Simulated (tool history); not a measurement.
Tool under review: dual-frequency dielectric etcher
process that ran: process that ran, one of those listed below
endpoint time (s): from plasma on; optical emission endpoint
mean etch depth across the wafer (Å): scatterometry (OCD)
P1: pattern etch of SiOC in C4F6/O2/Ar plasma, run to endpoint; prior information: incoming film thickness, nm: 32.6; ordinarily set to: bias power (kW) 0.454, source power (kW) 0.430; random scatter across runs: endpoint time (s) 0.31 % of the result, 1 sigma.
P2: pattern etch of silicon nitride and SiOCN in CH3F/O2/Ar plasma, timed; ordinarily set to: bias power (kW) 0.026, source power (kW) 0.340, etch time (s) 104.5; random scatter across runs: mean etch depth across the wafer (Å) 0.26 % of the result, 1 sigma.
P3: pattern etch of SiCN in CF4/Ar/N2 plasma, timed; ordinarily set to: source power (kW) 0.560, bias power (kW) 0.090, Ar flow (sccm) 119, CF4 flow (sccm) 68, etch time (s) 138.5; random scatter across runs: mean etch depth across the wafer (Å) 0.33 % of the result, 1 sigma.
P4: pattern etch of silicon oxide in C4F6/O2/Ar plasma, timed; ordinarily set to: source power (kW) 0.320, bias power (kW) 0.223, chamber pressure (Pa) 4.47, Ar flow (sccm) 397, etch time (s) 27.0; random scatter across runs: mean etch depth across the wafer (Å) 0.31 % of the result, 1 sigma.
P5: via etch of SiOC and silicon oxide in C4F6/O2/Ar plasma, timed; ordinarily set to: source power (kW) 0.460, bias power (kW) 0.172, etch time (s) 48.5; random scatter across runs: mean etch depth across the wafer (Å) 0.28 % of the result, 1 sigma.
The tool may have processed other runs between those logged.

run,hour,process that ran,bias power (kW),source power (kW),chamber pressure (Pa),Ar flow (sccm),etch time (s),CF4 flow (sccm),endpoint time (s),mean etch depth across the wafer (Å)
1,3.7,P1,0.454,0.430,,,,,11.1950,
2,8.2,P4,0.294,0.320,4.47,397,27.0,,,871.520
3,13.7,P1,0.357,0.430,,,,,12.1110,
4,19.4,P2,0.026,0.340,,,104.5,,,137.480
5,23.6,P4,0.223,0.450,4.47,397,27.0,,,897.210
6,27.8,P4,0.223,0.320,6.27,397,27.0,,,759.740
7,32.3,P4,0.223,0.320,4.47,397,27.0,,,794.250
8,35.6,P1,0.454,0.430,,,,,11.1290,
9,41.1,P1,0.454,0.550,,,,,10.1040,
10,46.9,P2,0.020,0.340,,,104.5,,,121.810
11,53.0,P5,0.172,0.460,,,48.5,,,567.970
# hour 56.1: source power generator calibrated
12,59.0,P5,0.172,0.330,,,48.5,,,501.620
13,65.0,P1,0.454,0.300,,,,,12.7630,
14,70.1,P3,0.090,0.560,,119,201.0,68,,2218.300
15,74.3,P5,0.105,0.460,,,48.5,,,490.990
16,78.1,P4,0.223,0.320,4.47,497,27.0,,,775.040
17,84.2,P1,0.454,0.430,,,,,11.1550,
18,91.5,P2,0.026,0.340,,,104.5,,,137.590
19,96.0,P3,0.090,0.560,,119,138.5,68,,1536.700
20,102.8,P3,0.070,0.560,,119,138.5,68,,1399.600
21,108.3,P5,0.172,0.460,,,66.5,,,778.900
22,113.0,P1,0.608,0.430,,,,,9.9423,
23,119.0,P3,0.090,0.560,,119,138.5,92,,1597.600
24,123.0,P1,0.454,0.430,,,,,11.0710,
25,128.6,P3,0.090,0.700,,119,138.5,68,,1859.300
26,133.4,P2,0.026,0.340,,,71.0,,,92.897
27,139.9,P2,0.026,0.240,,,104.5,,,122.120
28,146.9,P1,0.454,0.430,,,,,11.1010,
29,153.6,P1,0.454,0.430,,,,,11.1590,
30,160.5,P4,0.223,0.320,4.47,397,36.5,,,1071.800
31,165.8,P1,0.314,0.570,,,,,11.3840,
32,170.9,P1,0.301,0.580,,,,,11.4950,
33,177.3,P1,0.454,0.430,,,,,11.0400,
34,184.4,P3,0.090,0.560,,144,138.5,68,,1493.400
35,188.5,P1,0.363,0.270,,,,,14.3460,

Estimate the outcome of run 36 from the log above:
36,193.4,P1,0.454,0.430,,,,,?,

Run 36 measured endpoint time (s) 11.1350.
